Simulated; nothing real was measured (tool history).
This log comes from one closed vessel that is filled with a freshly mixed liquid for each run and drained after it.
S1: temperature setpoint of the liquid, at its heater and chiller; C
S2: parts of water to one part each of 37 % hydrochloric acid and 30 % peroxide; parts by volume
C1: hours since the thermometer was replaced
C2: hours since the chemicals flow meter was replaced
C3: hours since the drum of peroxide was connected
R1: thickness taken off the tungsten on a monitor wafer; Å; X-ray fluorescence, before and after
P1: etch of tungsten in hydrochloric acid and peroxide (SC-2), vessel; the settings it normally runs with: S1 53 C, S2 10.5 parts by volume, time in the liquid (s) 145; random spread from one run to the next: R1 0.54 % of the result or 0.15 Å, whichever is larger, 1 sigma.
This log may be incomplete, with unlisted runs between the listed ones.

{"run": 1, "hour": 9.4, "S1": 53, "S2": 10.5, "time in the liquid (s)": 145, "C1": 1281.5, "C2": 420.1, "C3": 478.7, "R1": 323.17}
{"run": 2, "hour": 20.5, "S1": 53, "S2": 10.5, "time in the liquid (s)": 145, "C1": 1292.6, "C2": 431.2, "C3": 489.8, "R1": 318.68}
{"run": 3, "hour": 29.4, "S1": 66, "S2": 10.5, "time in the liquid (s)": 145, "C1": 1301.5, "C2": 440.1, "C3": 498.7, "R1": 729.32}
{"run": 4, "hour": 36.5, "S1": 53, "S2": 18.5, "time in the liquid (s)": 145, "C1": 1308.6, "C2": 447.2, "C3": 505.8, "R1": 195.11}
{"run": 5, "hour": 42.7, "S1": 53, "S2": 10.5, "time in the liquid (s)": 145, "C1": 1314.8, "C2": 453.4, "C3": 512, "R1": 321.62}
{"run": 6, "hour": 51.1, "S1": 53, "S2": 10.5, "time in the liquid (s)": 145, "C1": 1323.2, "C2": 461.8, "C3": 520.4, "R1": 320.02}
{"run": 7, "hour": 58.5, "S1": 53, "S2": 4, "time in the liquid (s)": 145, "C1": 1330.6, "C2": 469.2, "C3": 527.8, "R1": 675.12}
{"run": 8, "hour": 64.5, "S1": 53, "S2": 14, "time in the liquid (s)": 250, "C1": 1336.6, "C2": 475.2, "C3": 533.8, "R1": 430.87}
{"run": 9, "hour": 71.5, "S1": 53, "S2": 10.5, "time in the liquid (s)": 275, "C1": 1343.6, "C2": 482.2, "C3": 540.8, "R1": 609.34}
{"run": 10, "hour": 81.0, "S1": 65, "S2": 15, "time in the liquid (s)": 145, "C1": 1353.1, "C2": 491.7, "C3": 550.3, "R1": 502.78}
{"run": 11, "hour": 88.9, "S1": 53, "S2": 10.5, "time in the liquid (s)": 45, "C1": 1361, "C2": 499.6, "C3": 558.2, "R1": 99.268}
{"run": 12, "hour": 100.1, "S1": 37.5, "S2": 10.5, "time in the liquid (s)": 145, "C1": 1372.2, "C2": 510.8, "C3": 569.4, "R1": 109.81}
{"run": 13, "hour": 107.3, "S1": 53, "S2": 10.5, "time in the liquid (s)": 145, "C1": 1379.4, "C2": 518, "C3": 576.6, "R1": 322.15}
{"run": 14, "hour": 118.5, "S1": 53, "S2": 10.5, "time in the liquid (s)": 145, "C1": 1390.6, "C2": 529.2, "C3": 587.8, "R1": 319.81}
{"run": 15, "hour": 125.8, "S1": 53, "S2": 10.5, "time in the liquid (s)": 145, "C1": 1397.9, "C2": 536.5, "C3": 595.1, "R1": 312}
{"run": 16, "hour": 133.9, "S1": 53, "S2": 10.5, "time in the liquid (s)": 145, "C1": 1406, "C2": 544.6, "C3": 603.2, "R1": 306.1}
{"run": 17, "hour": 141.0, "S1": 53, "S2": 10.5, "time in the liquid (s)": 145, "C1": 1413.1, "C2": 551.7, "C3": 610.3, "R1": 301.49}
{"run": 18, "hour": 149.2, "S1": 53, "S2": 10.5, "time in the liquid (s)": 145, "C1": 1421.3, "C2": 559.9, "C3": 618.5, "R1": 293.77}
{"hour": 154.7, "done": "new drum of peroxide connected"}
{"run": 19, "hour": 159.8, "S1": 53, "S2": 10.5, "time in the liquid (s)": 145, "C1": 1431.9, "C2": 570.5, "C3": 5.2, "R1": 292.82}
{"run": 20, "hour": 166.7, "S1": 53, "S2": 10.5, "time in the liquid (s)": 145, "C1": 1438.8, "C2": 577.4, "C3": 12.1, "R1": 290.37}
{"run": 21, "hour": 172.5, "S1": 53, "S2": 10.5, "time in the liquid (s)": 145, "C1": 1444.6, "C2": 583.2, "C3": 17.9, "R1": 289.6}
{"run": 22, "hour": 182.4, "S1": 53, "S2": 10.5, "time in the liquid (s)": 145, "C1": 1454.5, "C2": 593.1, "C3": 27.8, "R1": 287.63}
{"run": 23, "hour": 187.8, "S1": 53, "S2": 10.5, "time in the liquid (s)": 145, "C1": 1459.9, "C2": 598.5, "C3": 33.2, "R1": 291.65}
{"run": 24, "hour": 198.5, "S1": 53, "S2": 10.5, "time in the liquid (s)": 145, "C1": 1470.6, "C2": 609.2, "C3": 43.9, "R1": 290.7}

What P1 gives has crept off from where it sat before. The 2 causes that follow fit the log equally well, each at the size noted:
A: chemicals flow below the setpoint (%) = 11.4
B: liquid colder than its thermometer reads (K) = 1.56
The onset of the drift is placed at about hour 118.5.
Excluded causes, each with its reason:
peroxide weaker than its label (%): maintenance at hour 154.7, after the shift began, did not return the process to its former output

Each of the check runs listed below is run on 3 wafers and reports their average, with the results left as question marks. Pick the one under which the possible causes would lead to clearly different results.
{"run": "check 1", "hour": 209.2, "S1": 45.5, "S2": 4, "time in the liquid (s)": 145, "R1": "?"}
{"run": "check 2", "hour": 209.2, "S1": 62.5, "S2": 10.5, "time in the liquid (s)": 245, "R1": "?"}
{"run": "check 3", "hour": 209.2, "S1": 53, "S2": 7, "time in the liquid (s)": 270, "R1": "?"}
{"run": "check 4", "hour": 209.2, "S1": 53, "S2": 17.5, "time in the liquid (s)": 270, "R1": "?"}

Outcome of each check run for each possible cause:
check=check_1 result=R1 if_A=372.73 if_B=363.47
check=check_2 result=R1 if_A=895.9 if_B=901.08
check=check_3 result=R1 if_A=754.83 if_B=749.42
check=check_4 result=R1 if_A=343.58 if_B=345.89
Gap, in per cent, between the two causes that each check separates least, read from the result that separates them most: check 1 2.52 %; check 2 0.58 %; check 3 0.72 %; check 4 0.67 %
Check 1 tells the causes apart: in the others they would give nearly the same result.

Then check 1 was run and gave: R1 372.32 Å. Which cause is it?

The cause is A: chemicals flow below the setpoint (%).
